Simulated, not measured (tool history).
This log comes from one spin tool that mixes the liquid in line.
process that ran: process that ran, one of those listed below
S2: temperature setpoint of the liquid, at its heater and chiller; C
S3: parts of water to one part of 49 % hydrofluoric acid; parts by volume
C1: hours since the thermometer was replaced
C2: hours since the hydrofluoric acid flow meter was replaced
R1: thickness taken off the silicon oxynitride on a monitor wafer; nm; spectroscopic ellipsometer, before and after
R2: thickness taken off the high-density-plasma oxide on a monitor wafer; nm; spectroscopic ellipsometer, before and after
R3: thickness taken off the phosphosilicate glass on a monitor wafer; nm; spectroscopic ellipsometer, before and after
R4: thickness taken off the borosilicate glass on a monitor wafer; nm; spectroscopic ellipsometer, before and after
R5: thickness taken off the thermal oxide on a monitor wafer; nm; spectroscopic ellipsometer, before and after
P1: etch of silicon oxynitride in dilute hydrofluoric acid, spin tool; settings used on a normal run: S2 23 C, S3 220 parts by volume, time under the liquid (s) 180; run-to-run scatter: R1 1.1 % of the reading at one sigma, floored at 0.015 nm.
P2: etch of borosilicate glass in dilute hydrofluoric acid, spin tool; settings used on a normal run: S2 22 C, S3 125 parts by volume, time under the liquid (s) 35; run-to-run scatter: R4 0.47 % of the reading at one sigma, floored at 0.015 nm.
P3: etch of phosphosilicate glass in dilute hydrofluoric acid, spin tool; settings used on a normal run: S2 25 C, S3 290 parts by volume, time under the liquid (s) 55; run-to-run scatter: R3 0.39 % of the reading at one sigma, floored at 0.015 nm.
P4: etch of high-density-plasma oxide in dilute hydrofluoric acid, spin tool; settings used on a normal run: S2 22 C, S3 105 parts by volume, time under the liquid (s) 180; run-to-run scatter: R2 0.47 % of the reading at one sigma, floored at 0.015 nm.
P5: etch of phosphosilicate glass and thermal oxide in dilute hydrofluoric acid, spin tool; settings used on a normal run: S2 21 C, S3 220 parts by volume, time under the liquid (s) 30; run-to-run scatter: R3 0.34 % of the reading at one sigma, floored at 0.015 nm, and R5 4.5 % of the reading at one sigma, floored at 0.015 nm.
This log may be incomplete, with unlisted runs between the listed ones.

{"run": 1, "hour": 7.0, "process that ran": "P1", "S2": 23, "S3": 220, "time under the liquid (s)": 180, "C1": 768.9, "C2": 645.9, "R1": 2.1481}
{"run": 2, "hour": 16.8, "process that ran": "P4", "S2": 22, "S3": 105, "time under the liquid (s)": 300, "C1": 778.7, "C2": 655.7, "R2": 13.63}
{"run": 3, "hour": 24.9, "process that ran": "P3", "S2": 32.5, "S3": 290, "time under the liquid (s)": 55, "C1": 786.8, "C2": 663.8, "R3": 36.387}
{"run": 4, "hour": 32.0, "process that ran": "P2", "S2": 17, "S3": 125, "time under the liquid (s)": 35, "C1": 793.9, "C2": 670.9, "R4": 7.0085}
{"run": 5, "hour": 38.6, "process that ran": "P2", "S2": 22, "S3": 125, "time under the liquid (s)": 35, "C1": 800.5, "C2": 677.5, "R4": 8.4222}
{"run": 6, "hour": 42.9, "process that ran": "P1", "S2": 23, "S3": 220, "time under the liquid (s)": 180, "C1": 804.8, "C2": 681.8, "R1": 2.1772}
{"run": 7, "hour": 50.1, "process that ran": "P1", "S2": 23, "S3": 220, "time under the liquid (s)": 180, "C1": 812, "C2": 689, "R1": 2.157}
{"run": 8, "hour": 58.8, "process that ran": "P1", "S2": 23, "S3": 395, "time under the liquid (s)": 180, "C1": 820.7, "C2": 697.7, "R1": 1.0873}
{"run": 9, "hour": 66.6, "process that ran": "P3", "S2": 25, "S3": 290, "time under the liquid (s)": 55, "C1": 828.5, "C2": 705.5, "R3": 28.492}
{"run": 10, "hour": 71.7, "process that ran": "P2", "S2": 22, "S3": 125, "time under the liquid (s)": 70, "C1": 833.6, "C2": 710.6, "R4": 16.94}
{"run": 11, "hour": 79.7, "process that ran": "P5", "S2": 21, "S3": 55, "time under the liquid (s)": 30, "C1": 841.6, "C2": 718.6, "R3": 102.44, "R5": 2.4747}
{"run": 12, "hour": 86.6, "process that ran": "P2", "S2": 22, "S3": 200, "time under the liquid (s)": 35, "C1": 848.5, "C2": 725.5, "R4": 4.9102}
{"run": 13, "hour": 90.9, "process that ran": "P3", "S2": 25, "S3": 290, "time under the liquid (s)": 100, "C1": 852.8, "C2": 729.8, "R3": 51.582}
{"run": 14, "hour": 99.4, "process that ran": "P3", "S2": 25, "S3": 520, "time under the liquid (s)": 55, "C1": 861.3, "C2": 738.3, "R3": 12.919}
{"run": 15, "hour": 108.3, "process that ran": "P5", "S2": 21, "S3": 220, "time under the liquid (s)": 60, "C1": 870.2, "C2": 747.2, "R3": 42.725, "R5": 1.0964}
{"run": 16, "hour": 116.5, "process that ran": "P1", "S2": 23, "S3": 220, "time under the liquid (s)": 180, "C1": 878.4, "C2": 755.4, "R1": 2.181}
{"run": 17, "hour": 121.4, "process that ran": "P4", "S2": 22, "S3": 105, "time under the liquid (s)": 180, "C1": 883.3, "C2": 760.3, "R2": 8.2117}
{"run": 18, "hour": 126.3, "process that ran": "P1", "S2": 23, "S3": 330, "time under the liquid (s)": 255, "C1": 888.2, "C2": 765.2, "R1": 1.9154}
{"run": 19, "hour": 132.6, "process that ran": "P2", "S2": 22, "S3": 125, "time under the liquid (s)": 35, "C1": 894.5, "C2": 771.5, "R4": 8.5001}
{"run": 20, "hour": 142.6, "process that ran": "P5", "S2": 21, "S3": 220, "time under the liquid (s)": 30, "C1": 904.5, "C2": 781.5, "R3": 21.317, "R5": 0.54037}
{"run": 21, "hour": 150.0, "process that ran": "P4", "S2": 22, "S3": 140, "time under the liquid (s)": 180, "C1": 911.9, "C2": 788.9, "R2": 5.8606}
{"run": 22, "hour": 157.3, "process that ran": "P1", "S2": 23, "S3": 220, "time under the liquid (s)": 180, "C1": 919.2, "C2": 796.2, "R1": 2.1629}
{"run": 23, "hour": 162.7, "process that ran": "P1", "S2": 23, "S3": 120, "time under the liquid (s)": 180, "C1": 924.6, "C2": 801.6, "R1": 4.2922}
{"run": 24, "hour": 167.7, "process that ran": "P5", "S2": 17, "S3": 220, "time under the liquid (s)": 30, "C1": 929.6, "C2": 806.6, "R3": 18.323, "R5": 0.42504}
{"run": 25, "hour": 174.4, "process that ran": "P1", "S2": 23, "S3": 220, "time under the liquid (s)": 340, "C1": 936.3, "C2": 813.3, "R1": 4.0974}

Run 26, settings as shown, results not yet in. Your forecast:
{"run": 26, "hour": 181.1, "process that ran": "P1", "S2": 18.5, "S3": 220, "time under the liquid (s)": 180, "C1": 943, "C2": 820, "R1": "?"}

R1: 1.769 nm
